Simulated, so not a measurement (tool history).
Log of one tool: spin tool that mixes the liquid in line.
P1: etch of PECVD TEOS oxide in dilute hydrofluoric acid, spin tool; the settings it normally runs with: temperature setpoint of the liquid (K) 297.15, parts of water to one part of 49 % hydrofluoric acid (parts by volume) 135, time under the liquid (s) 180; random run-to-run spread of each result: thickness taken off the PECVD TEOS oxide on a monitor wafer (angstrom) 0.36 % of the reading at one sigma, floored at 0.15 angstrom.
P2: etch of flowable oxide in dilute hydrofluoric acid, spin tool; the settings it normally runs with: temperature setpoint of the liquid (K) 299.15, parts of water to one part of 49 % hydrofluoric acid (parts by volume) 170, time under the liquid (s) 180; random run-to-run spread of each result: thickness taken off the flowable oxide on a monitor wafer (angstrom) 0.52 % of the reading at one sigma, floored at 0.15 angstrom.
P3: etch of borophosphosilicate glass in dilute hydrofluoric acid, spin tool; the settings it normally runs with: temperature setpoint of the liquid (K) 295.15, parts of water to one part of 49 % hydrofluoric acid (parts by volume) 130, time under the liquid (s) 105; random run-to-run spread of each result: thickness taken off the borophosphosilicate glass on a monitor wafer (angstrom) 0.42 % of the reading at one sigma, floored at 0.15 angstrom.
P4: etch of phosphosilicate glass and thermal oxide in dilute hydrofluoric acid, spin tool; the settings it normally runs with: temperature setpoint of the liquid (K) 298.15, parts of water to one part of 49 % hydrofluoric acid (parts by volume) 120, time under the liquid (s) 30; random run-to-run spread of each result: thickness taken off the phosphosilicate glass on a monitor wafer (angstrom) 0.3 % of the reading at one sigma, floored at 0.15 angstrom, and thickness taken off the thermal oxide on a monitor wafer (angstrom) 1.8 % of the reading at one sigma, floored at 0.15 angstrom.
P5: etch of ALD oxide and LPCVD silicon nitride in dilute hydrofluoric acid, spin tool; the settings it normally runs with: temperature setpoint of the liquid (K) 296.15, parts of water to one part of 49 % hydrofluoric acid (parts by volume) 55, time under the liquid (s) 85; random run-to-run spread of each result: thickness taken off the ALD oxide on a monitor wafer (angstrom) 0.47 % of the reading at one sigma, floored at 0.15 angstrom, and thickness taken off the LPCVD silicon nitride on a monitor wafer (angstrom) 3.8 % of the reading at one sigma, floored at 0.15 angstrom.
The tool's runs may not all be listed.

run,day,process that ran,temperature setpoint of the liquid (K),parts of water to one part of 49 % hydrofluoric acid (parts by volume),time under the liquid (s),thickness taken off the PECVD TEOS oxide on a monitor wafer (angstrom),thickness taken off the ALD oxide on a monitor wafer (angstrom),thickness taken off the LPCVD silicon nitride on a monitor wafer (angstrom),thickness taken off the borophosphosilicate glass on a monitor wafer (angstrom),thickness taken off the phosphosilicate glass on a monitor wafer (angstrom),thickness taken off the thermal oxide on a monitor wafer (angstrom),thickness taken off the flowable oxide on a monitor wafer (angstrom)
1,0.283,P1,297.15,135,180,184.270,,,,,,
2,0.512,P1,293.15,135,180,157.430,,,,,,
3,0.896,P5,290.15,55,85,,118.74,4.2692,,,,
4,1.204,P1,297.15,135,260,265.410,,,,,,
5,1.392,P1,297.15,135,180,183.190,,,,,,
6,1.729,P3,295.15,205,105,,,,177.480,,,
7,1.921,P1,297.15,135,180,183.610,,,,,,
8,2.296,P5,296.15,55,165,,299.72,13.5590,,,,
9,2.608,P5,296.15,20,85,,445.04,18.6470,,,,
10,2.967,P3,295.15,130,105,,,,303.690,,,
11,3.350,P4,298.15,120,30,,,,,220.80,12.936,
12,3.538,P1,303.65,135,180,234.600,,,,,,
13,3.888,P2,291.15,170,180,,,,,,,230.42
14,4.079,P2,299.15,290,180,,,,,,,159.43
15,4.454,P4,302.15,120,30,,,,,258.96,14.987,
16,4.775,P4,298.15,120,60,,,,,442.78,24.832,
17,5.017,P1,297.15,185,180,127.120,,,,,,
18,5.212,P5,296.15,55,85,,154.89,6.3069,,,,
19,5.412,P1,297.15,135,20,20.462,,,,,,
20,5.625,P3,295.15,130,15,,,,43.237,,,
21,5.804,P3,290.15,130,105,,,,248.860,,,
22,6.188,P2,299.15,170,180,,,,,,,310.35

Run 23 is up next; what results do you expect?
23,6.433,P1,297.15,135,180,?,,,,,,

thickness taken off the PECVD TEOS oxide on a monitor wafer (angstrom): 182.560
